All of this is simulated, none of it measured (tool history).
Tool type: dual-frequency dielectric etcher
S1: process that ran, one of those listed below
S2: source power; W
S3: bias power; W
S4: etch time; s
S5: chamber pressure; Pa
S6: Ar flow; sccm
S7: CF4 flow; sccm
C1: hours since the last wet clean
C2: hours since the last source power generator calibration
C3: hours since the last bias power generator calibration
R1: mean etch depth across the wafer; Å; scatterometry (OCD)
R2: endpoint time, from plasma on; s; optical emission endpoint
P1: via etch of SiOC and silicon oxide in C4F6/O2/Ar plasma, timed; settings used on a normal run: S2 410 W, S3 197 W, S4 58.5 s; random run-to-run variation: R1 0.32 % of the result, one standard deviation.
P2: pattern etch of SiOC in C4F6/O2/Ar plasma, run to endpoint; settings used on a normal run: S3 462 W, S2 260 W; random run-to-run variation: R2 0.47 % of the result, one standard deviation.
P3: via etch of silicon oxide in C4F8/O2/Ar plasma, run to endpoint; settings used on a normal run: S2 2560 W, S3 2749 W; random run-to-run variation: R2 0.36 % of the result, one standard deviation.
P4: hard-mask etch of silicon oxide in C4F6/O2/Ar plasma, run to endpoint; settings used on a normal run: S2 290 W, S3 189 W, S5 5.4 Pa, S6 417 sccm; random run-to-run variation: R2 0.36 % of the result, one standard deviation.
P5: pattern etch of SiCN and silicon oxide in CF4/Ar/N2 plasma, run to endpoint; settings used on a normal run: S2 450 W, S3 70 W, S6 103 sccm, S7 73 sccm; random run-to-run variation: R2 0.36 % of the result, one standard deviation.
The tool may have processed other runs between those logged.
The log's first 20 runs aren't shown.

run,day,S1,S2,S3,S4,S5,S6,S7,C1,C2,C3,R1,R2
21,5.633,P1,410,197,58.5,,,,321.3,2050.1,1149.8,708.39,
22,5.867,P4,360,189,,5.4,417,,326.9,2055.7,1155.4,,64.935
23,6.1,P4,290,189,,5.4,267,,332.5,2061.3,1161,,67.088
24,6.321,P5,450,70,,,103,54,337.8,2066.6,1166.3,,21.58
25,6.521,P5,450,70,,,61,73,342.6,2071.4,1171.1,,19.109
26,6.788,P4,290,189,,5.4,417,,349,2077.8,1177.5,,70.204
27,6.996,P1,250,197,86,,,,354,2082.8,1182.5,857.84,
28,7.162,P3,1770,2749,,,,,358,2086.8,1186.5,,414.54
29,7.488,P2,260,462,,,,,365.8,2094.6,1194.3,,20.744
30,7.696,P2,170,462,,,,,370.8,2099.6,1199.3,,24.339

What will run 31 give?
31,7.904,P1,410,197,58.5,,,,375.8,2104.6,1204.3,?,

R1: 711.43 Å

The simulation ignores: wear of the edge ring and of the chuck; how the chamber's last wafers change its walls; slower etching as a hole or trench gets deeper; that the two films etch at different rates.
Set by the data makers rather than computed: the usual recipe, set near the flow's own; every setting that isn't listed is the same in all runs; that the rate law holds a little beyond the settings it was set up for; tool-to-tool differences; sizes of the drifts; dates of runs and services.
